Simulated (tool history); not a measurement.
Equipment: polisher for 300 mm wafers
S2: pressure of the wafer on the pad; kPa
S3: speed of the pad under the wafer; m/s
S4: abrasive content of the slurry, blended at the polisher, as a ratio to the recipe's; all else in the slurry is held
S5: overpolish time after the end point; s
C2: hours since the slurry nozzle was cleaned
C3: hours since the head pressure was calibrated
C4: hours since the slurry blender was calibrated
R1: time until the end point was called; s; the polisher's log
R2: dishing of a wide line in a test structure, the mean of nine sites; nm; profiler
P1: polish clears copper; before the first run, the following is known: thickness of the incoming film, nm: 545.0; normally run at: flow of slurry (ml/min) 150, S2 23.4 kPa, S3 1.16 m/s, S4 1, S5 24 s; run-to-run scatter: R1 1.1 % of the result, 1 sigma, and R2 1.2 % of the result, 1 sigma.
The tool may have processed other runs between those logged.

{"run": 1, "hour": 7.4, "flow of slurry (ml/min)": 150, "S2": 23.4, "S3": 1.16, "S4": 1, "S5": 24, "wafers polished on this pad": 709, "C2": 243.7, "C3": 190.3, "C4": 149.3, "R1": 120.71, "R2": 59.486}
{"run": 2, "hour": 22.8, "flow of slurry (ml/min)": 150, "S2": 23.4, "S3": 1.16, "S4": 1, "S5": 24, "wafers polished on this pad": 847, "C2": 259.1, "C3": 205.7, "C4": 164.7, "R1": 121.22, "R2": 60.099}
{"run": 3, "hour": 38.1, "flow of slurry (ml/min)": 100, "S2": 10.3, "S3": 1.16, "S4": 1, "S5": 24, "wafers polished on this pad": 985, "C2": 274.4, "C3": 221, "C4": 180, "R1": 305.06, "R2": 29.217}
{"run": 4, "hour": 50.9, "flow of slurry (ml/min)": 150, "S2": 23.4, "S3": 1.16, "S4": 1, "S5": 24, "wafers polished on this pad": 1099, "C2": 287.2, "C3": 233.8, "C4": 192.8, "R1": 121.3, "R2": 60.289}
{"run": 5, "hour": 66.7, "flow of slurry (ml/min)": 225, "S2": 23.4, "S3": 1.16, "S4": 1, "S5": 24, "wafers polished on this pad": 1241, "C2": 303, "C3": 249.6, "C4": 208.6, "R1": 113.9, "R2": 61.517}
{"run": 6, "hour": 80.0, "flow of slurry (ml/min)": 90, "S2": 23.4, "S3": 1.16, "S4": 1, "S5": 24, "wafers polished on this pad": 1360, "C2": 316.3, "C3": 262.9, "C4": 221.9, "R1": 135.63, "R2": 55.058}
{"run": 7, "hour": 93.5, "flow of slurry (ml/min)": 150, "S2": 23.4, "S3": 1.16, "S4": 0.75, "S5": 24, "wafers polished on this pad": 1481, "C2": 329.8, "C3": 276.4, "C4": 235.4, "R1": 129.53, "R2": 57.44}
{"hour": 94.7, "done": "slurry blender recalibrated"}
{"run": 8, "hour": 106.6, "flow of slurry (ml/min)": 150, "S2": 23.4, "S3": 1.16, "S4": 1, "S5": 7, "wafers polished on this pad": 1599, "C2": 342.9, "C3": 289.5, "C4": 11.9, "R1": 120.73, "R2": 22.805}
{"run": 9, "hour": 120.8, "flow of slurry (ml/min)": 150, "S2": 23.4, "S3": 1.6, "S4": 1, "S5": 24, "wafers polished on this pad": 1726, "C2": 357.1, "C3": 303.7, "C4": 26.1, "R1": 87.947, "R2": 72.44}
{"run": 10, "hour": 133.3, "flow of slurry (ml/min)": 150, "S2": 23.4, "S3": 1.16, "S4": 1, "S5": 24, "wafers polished on this pad": 1838, "C2": 369.6, "C3": 316.2, "C4": 38.6, "R1": 120.32, "R2": 59.968}
{"run": 11, "hour": 147.0, "flow of slurry (ml/min)": 150, "S2": 17.2, "S3": 1.16, "S4": 1, "S5": 24, "wafers polished on this pad": 1961, "C2": 383.3, "C3": 329.9, "C4": 52.3, "R1": 168, "R2": 47.15}
{"run": 12, "hour": 156.0, "flow of slurry (ml/min)": 150, "S2": 23.4, "S3": 0.52, "S4": 1, "S5": 24, "wafers polished on this pad": 2042, "C2": 392.3, "C3": 338.9, "C4": 61.3, "R1": 272.43, "R2": 32.52}
{"run": 13, "hour": 164.8, "flow of slurry (ml/min)": 150, "S2": 23.4, "S3": 1.16, "S4": 1, "S5": 24, "wafers polished on this pad": 2120, "C2": 401.1, "C3": 347.7, "C4": 70.1, "R1": 123.36, "R2": 59.127}
{"run": 14, "hour": 177.1, "flow of slurry (ml/min)": 150, "S2": 23.4, "S3": 1.16, "S4": 1, "S5": 24, "wafers polished on this pad": 2231, "C2": 413.4, "C3": 360, "C4": 82.4, "R1": 119.64, "R2": 60.237}
{"hour": 186.8, "done": "head pressure recalibrated"}
{"run": 15, "hour": 193.0, "flow of slurry (ml/min)": 150, "S2": 35.9, "S3": 1.16, "S4": 1, "S5": 24, "wafers polished on this pad": 2373, "C2": 429.3, "C3": 6.3, "C4": 98.3, "R1": 78.64, "R2": 84.026}
{"run": 16, "hour": 205.6, "flow of slurry (ml/min)": 150, "S2": 23.4, "S3": 1.16, "S4": 1.45, "S5": 24, "wafers polished on this pad": 2486, "C2": 441.9, "C3": 18.9, "C4": 110.9, "R1": 112.82, "R2": 63.064}
{"run": 17, "hour": 217.5, "flow of slurry (ml/min)": 150, "S2": 23.4, "S3": 1.16, "S4": 1, "S5": 42, "wafers polished on this pad": 2593, "C2": 453.8, "C3": 30.8, "C4": 122.8, "R1": 121.41, "R2": 81.458}
{"run": 18, "hour": 230.2, "flow of slurry (ml/min)": 150, "S2": 23.4, "S3": 1.16, "S4": 1, "S5": 24, "wafers polished on this pad": 2707, "C2": 466.5, "C3": 43.5, "C4": 135.5, "R1": 120.28, "R2": 59.435}
{"run": 19, "hour": 238.0, "flow of slurry (ml/min)": 150, "S2": 23.4, "S3": 1.16, "S4": 1, "S5": 24, "wafers polished on this pad": 2777, "C2": 474.3, "C3": 51.3, "C4": 143.3, "R1": 122.82, "R2": 59.764}
{"run": 20, "hour": 248.1, "flow of slurry (ml/min)": 150, "S2": 23.4, "S3": 1.16, "S4": 1, "S5": 24, "wafers polished on this pad": 2867, "C2": 484.4, "C3": 61.4, "C4": 153.4, "R1": 128.51, "R2": 58.312}
{"run": 21, "hour": 260.4, "flow of slurry (ml/min)": 150, "S2": 23.4, "S3": 1.16, "S4": 1, "S5": 24, "wafers polished on this pad": 2978, "C2": 496.7, "C3": 73.7, "C4": 165.7, "R1": 126.4, "R2": 58.882}
{"run": 22, "hour": 275.6, "flow of slurry (ml/min)": 150, "S2": 23.4, "S3": 1.16, "S4": 1, "S5": 24, "wafers polished on this pad": 3114, "C2": 511.9, "C3": 88.9, "C4": 180.9, "R1": 126.32, "R2": 57.387}
{"hour": 285.5, "done": "slurry blender recalibrated"}
{"run": 23, "hour": 286.1, "flow of slurry (ml/min)": 150, "S2": 23.4, "S3": 1.16, "S4": 1, "S5": 24, "wafers polished on this pad": 3208, "C2": 522.4, "C3": 99.4, "C4": 0.7, "R1": 129.54, "R2": 57.653}
{"run": 24, "hour": 300.0, "flow of slurry (ml/min)": 150, "S2": 23.4, "S3": 1.16, "S4": 1, "S5": 24, "wafers polished on this pad": 3333, "C2": 536.3, "C3": 113.3, "C4": 14.6, "R1": 130.34, "R2": 56.738}
{"run": 25, "hour": 312.7, "flow of slurry (ml/min)": 150, "S2": 23.4, "S3": 1.16, "S4": 1, "S5": 24, "wafers polished on this pad": 3446, "C2": 549, "C3": 126, "C4": 27.3, "R1": 128.83, "R2": 57.582}
{"hour": 319.0, "done": "head pressure recalibrated"}
{"run": 26, "hour": 323.8, "flow of slurry (ml/min)": 150, "S2": 23.4, "S3": 1.16, "S4": 1, "S5": 24, "wafers polished on this pad": 3546, "C2": 560.1, "C3": 4.9, "C4": 38.4, "R1": 128.67, "R2": 56.311}
{"run": 27, "hour": 334.1, "flow of slurry (ml/min)": 150, "S2": 23.4, "S3": 1.16, "S4": 1, "S5": 24, "wafers polished on this pad": 3638, "C2": 570.4, "C3": 15.2, "C4": 48.7, "R1": 129.48, "R2": 56.395}
{"run": 28, "hour": 347.8, "flow of slurry (ml/min)": 150, "S2": 23.4, "S3": 1.16, "S4": 1, "S5": 24, "wafers polished on this pad": 3761, "C2": 584.1, "C3": 28.9, "C4": 62.4, "R1": 135.4, "R2": 56.69}
{"run": 29, "hour": 359.1, "flow of slurry (ml/min)": 150, "S2": 23.4, "S3": 1.16, "S4": 1, "S5": 24, "wafers polished on this pad": 3862, "C2": 595.4, "C3": 40.2, "C4": 73.7, "R1": 132.4, "R2": 57.085}

P1 has crept away from where it was. The log is fitted equally well by each of these 2 causes, at the sizes shown:
A: slurry flow missing at the pad, % = 32.4
B: removal rate lost through wear of the pad, % = 7.82
Creep in the process output first set in at about hour 230.2.
What rules out each remaining cause:
head's pressure below its setpoint, %: serviced at hour 319, after the drift had started, without restoring the earlier output
abrasive missing from the slurry, %: serviced at hour 285.5, after the drift had started, without restoring the earlier output

Each of the check runs listed below is run on 3 wafers and reports their average, with the results left as question marks. Pick the one under which the possible causes would lead to clearly different results.
{"run": "check 1", "hour": 370.4, "flow of slurry (ml/min)": 150, "S2": 23.4, "S3": 1.16, "S4": 0.8, "S5": 24, "R1": "?", "R2": "?"}
{"run": "check 2", "hour": 370.4, "flow of slurry (ml/min)": 150, "S2": 23.4, "S3": 1.56, "S4": 1, "S5": 7, "R1": "?", "R2": "?"}
{"run": "check 3", "hour": 370.4, "flow of slurry (ml/min)": 150, "S2": 23.4, "S3": 1.16, "S4": 1.3, "S5": 41, "R1": "?", "R2": "?"}
{"run": "check 4", "hour": 370.4, "flow of slurry (ml/min)": 90, "S2": 23.4, "S3": 1.16, "S4": 1, "S5": 16, "R1": "?", "R2": "?"}

If the cause were each of the candidates in turn, the checks would give the following:
check=check_1 result=R1 if_A=138.37 if_B=138.35
check=check_1 result=R2 if_A=55.154 if_B=55.158
check=check_2 result=R1 if_A=98.15 if_B=98.138
check=check_2 result=R2 if_A=27.356 if_B=27.359
check=check_3 result=R1 if_A=124.67 if_B=124.66
check=check_3 result=R2 if_A=80.671 if_B=80.675
check=check_4 result=R1 if_A=154.66 if_B=147.71
check=check_4 result=R2 if_A=37.353 if_B=38.758
Separation of the two closest causes in each check, using whichever result separates them best: check 1 0.01 %; check 2 0.01 %; check 3 0.01 %; check 4 4.6 %
Only in check 4 would the causes give clearly different results; in the remaining checks their results would be nearly the same.

Check 4 was then run and gave: R1 155.12 s; R2 37.149 nm. Which cause is it?

Of the candidate causes, it is A: slurry flow missing at the pad, %.
